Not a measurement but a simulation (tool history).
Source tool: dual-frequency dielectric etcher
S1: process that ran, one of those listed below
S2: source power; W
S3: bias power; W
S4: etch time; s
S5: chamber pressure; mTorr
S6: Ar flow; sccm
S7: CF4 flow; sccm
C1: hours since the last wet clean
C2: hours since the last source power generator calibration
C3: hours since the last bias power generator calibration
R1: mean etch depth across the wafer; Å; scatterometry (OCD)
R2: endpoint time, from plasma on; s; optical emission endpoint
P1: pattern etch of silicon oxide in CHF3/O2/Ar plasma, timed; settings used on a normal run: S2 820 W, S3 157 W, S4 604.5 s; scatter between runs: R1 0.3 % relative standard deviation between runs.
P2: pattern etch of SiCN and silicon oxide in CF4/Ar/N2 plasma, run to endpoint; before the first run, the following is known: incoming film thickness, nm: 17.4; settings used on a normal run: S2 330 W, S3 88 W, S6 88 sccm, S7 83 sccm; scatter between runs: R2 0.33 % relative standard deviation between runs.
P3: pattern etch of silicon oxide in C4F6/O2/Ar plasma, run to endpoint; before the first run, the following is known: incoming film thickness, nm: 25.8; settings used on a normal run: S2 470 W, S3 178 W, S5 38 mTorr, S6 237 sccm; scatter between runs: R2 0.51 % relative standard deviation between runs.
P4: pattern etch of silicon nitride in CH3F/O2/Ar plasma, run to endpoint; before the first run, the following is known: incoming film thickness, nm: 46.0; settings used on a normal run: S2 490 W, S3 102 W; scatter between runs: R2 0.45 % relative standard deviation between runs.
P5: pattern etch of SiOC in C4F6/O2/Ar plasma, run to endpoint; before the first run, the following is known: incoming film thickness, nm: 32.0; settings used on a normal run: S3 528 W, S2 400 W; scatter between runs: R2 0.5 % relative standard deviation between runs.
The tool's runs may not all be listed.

run   hour  S1    S2   S3     S4    S5   S6   S7     C1      C2      C3      R1      R2
  1    7.4  P1   820  157  604.5                   59.8  1570.8   895.8   12726
  2   12.3  P1   820  122  604.5                   64.7  1575.7   900.7   11788
  3   16.1  P4   620  102                          68.5  1579.5   904.5          49.538
  4   23.7  P5   570  528                          76.1  1587.1   912.1          9.3833
  5   29.2  P5   400  528                          81.6  1592.6   917.6          10.694
  6   37.2  P1   640  157  604.5                   89.6  1600.6   925.6   11563
  7   45.6  P3   470  178           38  237          98    1609     934          7.8526
  8   49.6  P1   820  157  604.5                    102    1613     938   12762
  9   57.1  P1   820  157  791.5                  109.5  1620.5   945.5   16698
 10   65.6  P5   400  528                           118    1629     954          10.637
 11   70.4  P1  1060  203  604.5                  122.8  1633.8   958.8   15350
 12     78  P3   640  178           38  237       130.4  1641.4   966.4          6.9473
 13   82.9  P5   400  319                         135.3  1646.3   971.3          12.968
 14   89.4  P2   220   88                88   83  141.8  1652.8   977.8          32.248
 15   93.7  P1   820  186  604.5                  146.1  1657.1   982.1   13507
 16   98.3  P1   820  157  604.5                  150.7  1661.7   986.7   12745
 17  102.4  P2   330   88                69   83  154.8  1665.8   990.8          22.019
 18  108.4  P3   470  178         29.5  237       160.8  1671.8   996.8           7.582
     109.8  -- source power generator calibrated
 19  112.4  P1   820  157  352.5                  164.8     2.6  1000.8  7423.9
 20  120.8  P2   330   88                88  103  173.2      11  1009.2          21.911
 21  128.7  P1   820  157  604.5                  181.1    18.9  1017.1   12697
 22  136.5  P4   490   64                         188.9    26.7  1024.9           63.43
 23  140.7  P2   330   52                88   83  193.1    30.9  1029.1          26.724
 24  147.4  P4   490  102                         199.8    37.6  1035.8          53.791
 25  155.7  P1  1100  157  604.5                  208.1    45.9  1044.1   14174
 26  159.9  P2   330   88                88   83  212.3    50.1  1048.3          22.563
 27  165.6  P2   330   88                88   83    218    55.8    1054          22.579
 28  172.6  P1  1120  189  604.5                    225    62.8    1061   15284
 29  180.5  P3   470  178           38  237       232.9    70.7  1068.9           7.909
 30  186.9  P3   470  115           38  237       239.3    77.1  1075.3          8.9445
 31  195.1  P3   470  178           38  304       247.5    85.3  1083.5          8.0548
 32  199.2  P1   820  157  604.5                  251.6    89.4  1087.6   12711
 33    203  P1   820  157  604.5                  255.4    93.2  1091.4   12742
 34  207.1  P1   820  157  604.5                  259.5    97.3  1095.5   12794
 35  211.4  P1   820  157  604.5                  263.8   101.6  1099.8   12818
 36    216  P1   820  157  604.5                  268.4   106.2  1104.4   12842
 37  219.6  P1   820  157  604.5                    272   109.8    1108   12854
     222.9  -- wet clean of the chamber
 38  227.7  P1   820  157  604.5                    4.9   117.9  1116.1   12931
 39  232.6  P1   820  157  604.5                    9.8   122.8    1121   12877
 40  239.4  P1   820  157  604.5                   16.6   129.6  1127.8   12954
 41  243.4  P1   820  157  604.5                   20.6   133.6  1131.8   12905
 42  248.8  P1   820  157  604.5                     26     139  1137.2   12888
 43  255.2  P1   820  157  604.5                   32.4   145.4  1143.6   12909

The output of P1 has drifted from where it used to be. Each of the 2 causes below, taken at the size shown beside it, accounts for the log equally well:
A: source power that arrives over what is set, % = 3.95
B: bias power that arrives over what is set, % = 4.8
The onset of the drift is placed at about hour 199.2.
Every other cause this tool's parts could produce, and why it does not fit the log:
chamber walls in a state that raises the etch rate, %: serviced at hour 222.9, which brought nothing back

Below are 4 check runs, each averaged over 2 wafers, with their results shown as question marks. Which of them would give clearly different results depending on which cause is behind the drift?
check 1  261.6  P4  490   66                                     ?
check 2  261.6  P5  460  369                                     ?
check 3  261.6  P2  330   55           88  101                   ?
check 4  261.6  P3  470  118      38  301                        ?

What each check would give under each cause:
  check  result    if A    if B
check 1      R2  61.951  61.907
check 2      R2   11.38  11.357
check 3      R2  24.765  25.275
check 4      R2  8.9658  8.9864
Distance between the nearest two causes, measured in the result of the check that separates them most: check 1 0.07 %; check 2 0.21 %; check 3 2.04 %; check 4 0.23 %
Only in check 3 would the causes give clearly different results; in the remaining checks their results would be nearly the same.

With check 3 done, the readings were: R2 25.222 s. Identify which of the listed causes applies.

B is the cause: bias power that arrives over what is set, %.

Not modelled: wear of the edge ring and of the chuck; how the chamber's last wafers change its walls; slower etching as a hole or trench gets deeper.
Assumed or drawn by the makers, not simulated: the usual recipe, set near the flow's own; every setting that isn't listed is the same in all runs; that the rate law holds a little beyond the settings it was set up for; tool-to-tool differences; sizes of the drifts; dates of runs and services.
